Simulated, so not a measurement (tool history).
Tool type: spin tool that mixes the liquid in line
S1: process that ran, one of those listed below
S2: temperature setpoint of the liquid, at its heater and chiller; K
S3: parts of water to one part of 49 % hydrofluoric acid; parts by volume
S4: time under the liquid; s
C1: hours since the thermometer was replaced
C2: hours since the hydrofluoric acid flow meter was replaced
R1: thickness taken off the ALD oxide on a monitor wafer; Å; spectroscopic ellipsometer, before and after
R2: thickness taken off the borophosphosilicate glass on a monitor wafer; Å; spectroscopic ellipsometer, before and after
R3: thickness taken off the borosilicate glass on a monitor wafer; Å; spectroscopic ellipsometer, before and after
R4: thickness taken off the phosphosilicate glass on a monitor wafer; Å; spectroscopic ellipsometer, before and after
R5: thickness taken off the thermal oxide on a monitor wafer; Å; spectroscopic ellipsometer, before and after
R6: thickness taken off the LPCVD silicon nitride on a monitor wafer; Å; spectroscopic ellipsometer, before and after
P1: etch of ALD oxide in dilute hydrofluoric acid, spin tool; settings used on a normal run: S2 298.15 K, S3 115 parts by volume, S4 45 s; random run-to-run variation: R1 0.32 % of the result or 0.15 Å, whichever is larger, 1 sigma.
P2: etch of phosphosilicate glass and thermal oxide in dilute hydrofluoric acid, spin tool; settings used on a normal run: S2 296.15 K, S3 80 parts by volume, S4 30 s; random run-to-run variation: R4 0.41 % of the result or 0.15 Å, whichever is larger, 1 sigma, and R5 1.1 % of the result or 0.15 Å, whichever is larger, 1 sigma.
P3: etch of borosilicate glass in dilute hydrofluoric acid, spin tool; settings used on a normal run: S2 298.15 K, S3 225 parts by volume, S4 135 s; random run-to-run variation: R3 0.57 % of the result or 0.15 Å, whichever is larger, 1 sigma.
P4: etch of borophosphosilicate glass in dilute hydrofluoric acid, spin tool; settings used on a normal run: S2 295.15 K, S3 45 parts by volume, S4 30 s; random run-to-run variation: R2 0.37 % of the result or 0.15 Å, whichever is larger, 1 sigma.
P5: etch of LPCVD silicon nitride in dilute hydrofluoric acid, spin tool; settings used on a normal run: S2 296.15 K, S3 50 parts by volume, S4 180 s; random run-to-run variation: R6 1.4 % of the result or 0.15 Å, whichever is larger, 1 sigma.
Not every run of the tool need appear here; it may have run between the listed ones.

run 1 hour=11.2 | S1=P1 S2=298.15 S3=115 S4=45 | C1=193.0 C2=538.7 | R1=64.675
run 2 hour=20.3 | S1=P4 S2=295.15 S3=45 S4=15 | C1=202.1 C2=547.8 | R2=180.09
run 3 hour=32.9 | S1=P4 S2=303.15 S3=45 S4=30 | C1=214.7 C2=560.4 | R2=499.43
run 4 hour=42.0 | S1=P3 S2=298.15 S3=45 S4=135 | C1=223.8 C2=569.5 | R3=1031.10
run 5 hour=49.1 | S1=P2 S2=296.15 S3=80 S4=30 | C1=230.9 C2=576.6 | R4=734.32 R5=17.2450
run 6 hour=57.4 | S1=P1 S2=298.15 S3=115 S4=45 | C1=239.2 C2=584.9 | R1=64.452
run 7 hour=70.2 | S1=P1 S2=298.15 S3=20 S4=15 | C1=252.0 C2=597.7 | R1=139.450
run 8 hour=81.1 | S1=P1 S2=298.15 S3=115 S4=45 | C1=262.9 C2=608.6 | R1=64.250
run 9 hour=92.1 | S1=P1 S2=298.15 S3=115 S4=45 | C1=273.9 C2=619.6 | R1=64.096
run 10 hour=99.6 | S1=P3 S2=298.15 S3=225 S4=135 | C1=281.4 C2=627.1 | R3=166.93
run 11 hour=108.0 | S1=P4 S2=295.15 S3=45 S4=30 | C1=289.8 C2=635.5 | R2=357.65
run 12 hour=118.8 | S1=P3 S2=298.15 S3=225 S4=210 | C1=300.6 C2=646.3 | R3=257.95
-- hour=122.7 hydrofluoric acid flow meter replaced
run 13 hour=125.9 | S1=P1 S2=298.15 S3=115 S4=45 | C1=307.7 C2=3.3 | R1=63.963
run 14 hour=133.6 | S1=P4 S2=295.15 S3=75 S4=30 | C1=315.4 C2=11.0 | R2=207.38
run 15 hour=146.4 | S1=P5 S2=296.15 S3=50 S4=265 | C1=328.2 C2=23.8 | R6=26.370
run 16 hour=156.2 | S1=P1 S2=298.15 S3=180 S4=45 | C1=338.0 C2=33.6 | R1=38.001
run 17 hour=169.4 | S1=P4 S2=295.15 S3=45 S4=30 | C1=351.2 C2=46.8 | R2=356.09
run 18 hour=181.3 | S1=P1 S2=290.65 S3=115 S4=45 | C1=363.1 C2=58.7 | R1=47.686
run 19 hour=196.2 | S1=P5 S2=290.65 S3=50 S4=180 | C1=378.0 C2=73.6 | R6=12.293
run 20 hour=205.1 | S1=P3 S2=298.15 S3=225 S4=135 | C1=386.9 C2=82.5 | R3=167.37
run 21 hour=219.8 | S1=P1 S2=298.15 S3=115 S4=45 | C1=401.6 C2=97.2 | R1=64.274
run 22 hour=233.0 | S1=P5 S2=296.15 S3=50 S4=180 | C1=414.8 C2=110.4 | R6=17.572
run 23 hour=245.7 | S1=P1 S2=298.15 S3=20 S4=45 | C1=427.5 C2=123.1 | R1=418.180
run 24 hour=254.9 | S1=P2 S2=296.15 S3=130 S4=30 | C1=436.7 C2=132.3 | R4=423.79 R5=10.3700
run 25 hour=262.8 | S1=P1 S2=298.15 S3=115 S4=75 | C1=444.6 C2=140.2 | R1=106.840
run 26 hour=272.1 | S1=P3 S2=304.15 S3=225 S4=135 | C1=453.9 C2=149.5 | R3=204.44
run 27 hour=283.8 | S1=P2 S2=296.15 S3=80 S4=15 | C1=465.6 C2=161.2 | R4=369.26 R5=8.8898
run 28 hour=294.7 | S1=P1 S2=298.15 S3=115 S4=20 | C1=476.5 C2=172.1 | R1=28.565
run 29 hour=301.9 | S1=P2 S2=303.15 S3=80 S4=30 | C1=483.7 C2=179.3 | R4=968.33 R5=22.3890
run 30 hour=308.7 | S1=P5 S2=296.15 S3=30 S4=180 | C1=490.5 C2=186.1 | R6=30.190
run 31 hour=315.7 | S1=P1 S2=304.65 S3=115 S4=45 | C1=497.5 C2=193.1 | R1=81.782
run 32 hour=328.0 | S1=P1 S2=298.15 S3=115 S4=45 | C1=509.8 C2=205.4 | R1=64.233
run 33 hour=340.2 | S1=P1 S2=298.15 S3=115 S4=45 | C1=522.0 C2=217.6 | R1=66.607
run 34 hour=351.0 | S1=P1 S2=298.15 S3=115 S4=45 | C1=532.8 C2=228.4 | R1=68.161
run 35 hour=364.9 | S1=P1 S2=298.15 S3=115 S4=45 | C1=546.7 C2=242.3 | R1=68.903
run 36 hour=376.1 | S1=P1 S2=298.15 S3=115 S4=45 | C1=557.9 C2=253.5 | R1=69.814
run 37 hour=388.2 | S1=P1 S2=298.15 S3=115 S4=45 | C1=570.0 C2=265.6 | R1=69.848
run 38 hour=403.1 | S1=P1 S2=298.15 S3=115 S4=45 | C1=584.9 C2=280.5 | R1=70.266
run 39 hour=411.4 | S1=P1 S2=298.15 S3=115 S4=45 | C1=593.2 C2=288.8 | R1=70.688
run 40 hour=423.1 | S1=P1 S2=298.15 S3=115 S4=45 | C1=604.9 C2=300.5 | R1=70.144
run 41 hour=431.8 | S1=P1 S2=298.15 S3=115 S4=45 | C1=613.6 C2=309.2 | R1=70.619

The output of P1 has drifted from where it used to be. Each of the 2 causes below, taken at the size shown beside it, accounts for the log equally well:
A: hydrofluoric acid flow above the setpoint (%) = 8.23
B: liquid hotter than its thermometer reads (K) = 2.35
The drift started at roughly hour 328.0.

Of the 4 check runs below, each run on 2 wafers with the results averaged and each result still a question mark, which one would tell the listed causes apart?
run check 1 hour=440.5 | S1=P3 S2=298.15 S3=95 S4=135 | R3=?
run check 2 hour=440.5 | S1=P4 S2=302.15 S3=55 S4=30 | R2=?
run check 3 hour=440.5 | S1=P5 S2=290.65 S3=35 S4=180 | R6=?
run check 4 hour=440.5 | S1=P2 S2=296.15 S3=130 S4=15 | R4=? R5=?

Expected result of each check under each candidate cause:
check=check_1 result=R3 if_A=500.31 if_B=502.01
check=check_2 result=R2 if_A=419.35 if_B=422.03
check=check_3 result=R6 if_A=18.772 if_B=20.537
check=check_4 result=R4 if_A=233.17 if_B=233.26
check=check_4 result=R5 if_A=5.4590 if_B=5.4612
Separation of the two closest causes in each check, using whichever result separates them best: check 1 0.34 %; check 2 0.64 %; check 3 8.99 %; check 4 0.04 %
Check 3 distinguishes between the causes, while the remaining checks would return nearly the same result for all of them.

Check 3 was carried out, with these results: R6 18.661 Å. Which of the listed causes is responsible?

Of the candidate causes, it is A: hydrofluoric acid flow above the setpoint (%).
